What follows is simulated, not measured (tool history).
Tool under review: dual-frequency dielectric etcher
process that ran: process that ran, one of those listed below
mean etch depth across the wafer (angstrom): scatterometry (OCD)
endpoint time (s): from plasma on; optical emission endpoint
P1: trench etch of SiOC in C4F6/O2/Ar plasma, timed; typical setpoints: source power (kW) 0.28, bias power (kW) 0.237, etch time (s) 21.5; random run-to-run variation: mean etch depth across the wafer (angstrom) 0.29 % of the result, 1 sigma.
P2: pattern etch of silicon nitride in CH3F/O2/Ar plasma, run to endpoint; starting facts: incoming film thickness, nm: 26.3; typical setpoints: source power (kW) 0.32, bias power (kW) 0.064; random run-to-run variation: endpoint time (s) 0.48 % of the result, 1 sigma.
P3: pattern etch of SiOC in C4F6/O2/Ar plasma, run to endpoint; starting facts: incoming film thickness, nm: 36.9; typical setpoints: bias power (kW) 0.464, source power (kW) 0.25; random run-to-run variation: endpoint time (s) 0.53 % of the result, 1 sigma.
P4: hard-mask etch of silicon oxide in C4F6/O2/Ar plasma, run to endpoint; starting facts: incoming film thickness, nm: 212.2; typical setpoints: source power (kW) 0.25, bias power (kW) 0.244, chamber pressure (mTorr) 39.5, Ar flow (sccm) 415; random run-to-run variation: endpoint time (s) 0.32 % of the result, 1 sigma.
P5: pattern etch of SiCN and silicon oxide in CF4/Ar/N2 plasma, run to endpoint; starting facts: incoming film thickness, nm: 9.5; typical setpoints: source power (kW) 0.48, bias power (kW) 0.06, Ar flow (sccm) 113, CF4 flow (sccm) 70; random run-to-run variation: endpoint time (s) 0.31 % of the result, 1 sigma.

run	hour	process that ran	source power (kW)	bias power (kW)	etch time (s)	Ar flow (sccm)	CF4 flow (sccm)	chamber pressure (mTorr)	hours since the last wet clean	hours since the last source power generator calibration	hours since the last bias power generator calibration	mean etch depth across the wafer (angstrom)	endpoint time (s)
1	10.9	P1	0.28	0.237	21.5				76.5	467.2	1132.3	444.1	
2	19.3	P5	0.48	0.06		113	70		84.9	475.6	1140.7		11.508
3	24.5	P3	0.25	0.464					90.1	480.8	1145.9		15.622
4	31.8	P1	0.21	0.237	21.5				97.4	488.1	1153.2	401.23	
5	37.5	P1	0.28	0.331	21.5				103.1	493.8	1158.9	500.53	
6	45.5	P3	0.25	0.302					111.1	501.8	1166.9		18.148
7	51.8	P1	0.28	0.298	31.5				117.4	508.1	1173.2	707.61	
8	58.5	P4	0.16	0.244		415		39.5	124.1	514.8	1179.9		95.56
9	63.3	P1	0.28	0.237	21.5				128.9	519.6	1184.7	446.13	
10	73.7	P5	0.48	0.06		113	70		139.3	530	1195.1		11.596
11	80.1	P1	0.28	0.237	21.5				145.7	536.4	1201.5	445.95	
12	85.1	P1	0.2	0.313	21.5				150.7	541.4	1206.5	434.69	
13	91.2	P1	0.28	0.237	12				156.8	547.5	1212.6	249.17	
14	100.5	P3	0.25	0.464					166.1	556.8	1221.9		15.606
15	110.8	P4	0.25	0.244		415		39.5	176.4	567.1	1232.2		80.233
16	118.9	P1	0.28	0.237	21.5				184.5	575.2	1240.3	445.15	
17	126.1	P2	0.32	0.039					191.7	582.4	1247.5		52.078
18	131.1	P1	0.28	0.237	21.5				196.7	587.4	1252.5	445.97	
19	140.9	P5	0.48	0.06		135	70		206.5	597.2	1262.3		11.932
20	150	P1	0.28	0.237	28.5				215.6	606.3	1271.4	590.31	
21	156.2	P1	0.28	0.151	21.5				221.8	612.5	1277.6	384.33	
# hour 160.5: bias power generator calibrated
22	163	P1	0.28	0.237	21.5				228.6	619.3	2.5	443.88	
# hour 167.7: wet clean of the chamber
23	172.5	P4	0.25	0.148		415		39.5	4.9	628.8	12		94.82
24	180.5	P1	0.37	0.237	21.5				12.9	636.8	20	494.97	
25	189.7	P4	0.25	0.244		415		54	22.1	646	29.2		83.537
26	196.8	P5	0.48	0.06		113	89		29.2	653.1	36.3		11.088
27	205.6	P2	0.32	0.064					38	661.9	45.1		44.428
28	211	P3	0.34	0.464					43.4	667.3	50.5		13.833
29	220.8	P2	0.22	0.064					53.2	677.1	60.3		50.954
30	227.1	P5	0.48	0.043		113	70		59.5	683.4	66.6		12.837
31	236.7	P1	0.28	0.237	21.5				69.1	693	76.2	448.12	
32	247.5	P4	0.25	0.244		314		39.5	79.9	703.8	87		78.262
33	255.7	P5	0.38	0.06		113	70		88.1	712	95.2		14.16
34	265.6	P1	0.28	0.237	21.5				98	721.9	105.1	443.14	
35	276.8	P1	0.28	0.237	21.5				109.2	733.1	116.3	441.13	
36	282.5	P1	0.28	0.237	21.5				114.9	738.8	122	443.35	
37	292	P1	0.28	0.237	21.5				124.4	748.3	131.5	440.63	
# hour 295.2: wet clean of the chamber
38	297	P1	0.28	0.237	21.5				1.8	753.3	136.5	441.23	
39	302.5	P1	0.28	0.237	21.5				7.3	758.8	142	441.92	
40	312	P1	0.28	0.237	21.5				16.8	768.3	151.5	440.18	
41	320.7	P1	0.28	0.237	21.5				25.5	777	160.2	436.8	
42	330.3	P1	0.28	0.237	21.5				35.1	786.6	169.8	438.71	
43	339.3	P1	0.28	0.237	21.5				44.1	795.6	178.8	439.34	
44	345.3	P1	0.28	0.237	21.5				50.1	801.6	184.8	439.24	

Compared with where it was, what P1 gives has crept away. Each cause listed below fits the log as well as the rest, at the size given for it:
A: source power that arrives under what is set, % = 3.9
B: bias power that arrives under what is set, % = 4.33
At approximately hour 265.6, the process output began to creep.
Other possible causes, and why each is ruled out:
chamber walls in a state that lowers the etch rate, %: its service at hour 295.2 followed the start of the drift and did not put the process back to its old value

Question marks stand in for the results of the 4 check runs listed below, each run on one wafer. Under which run would the listed causes show clearly different results?
check 1	351.3	P2	0.24	0.052									?
check 2	351.3	P4	0.18	0.153		415		39.5					?
check 3	351.3	P5	0.48	0.048		113	85						?
check 4	351.3	P3	0.25	0.391									?

What each check would give under each cause:
check	result	if A	if B
check 1	endpoint time (s)	53.891	53.855
check 2	endpoint time (s)	108.31	108.19
check 3	endpoint time (s)	12.434	12.159
check 4	endpoint time (s)	16.799	16.825
How far apart the two closest causes lie, in the result that separates them most: check 1 0.07 %; check 2 0.11 %; check 3 2.24 %; check 4 0.16 %
Only in check 3 would the causes give clearly different results; in the remaining checks their results would be nearly the same.

Check 3 was carried out, with these results: endpoint time (s) 12.148. Which of the listed causes is responsible?

It was cause B: bias power that arrives under what is set, %.

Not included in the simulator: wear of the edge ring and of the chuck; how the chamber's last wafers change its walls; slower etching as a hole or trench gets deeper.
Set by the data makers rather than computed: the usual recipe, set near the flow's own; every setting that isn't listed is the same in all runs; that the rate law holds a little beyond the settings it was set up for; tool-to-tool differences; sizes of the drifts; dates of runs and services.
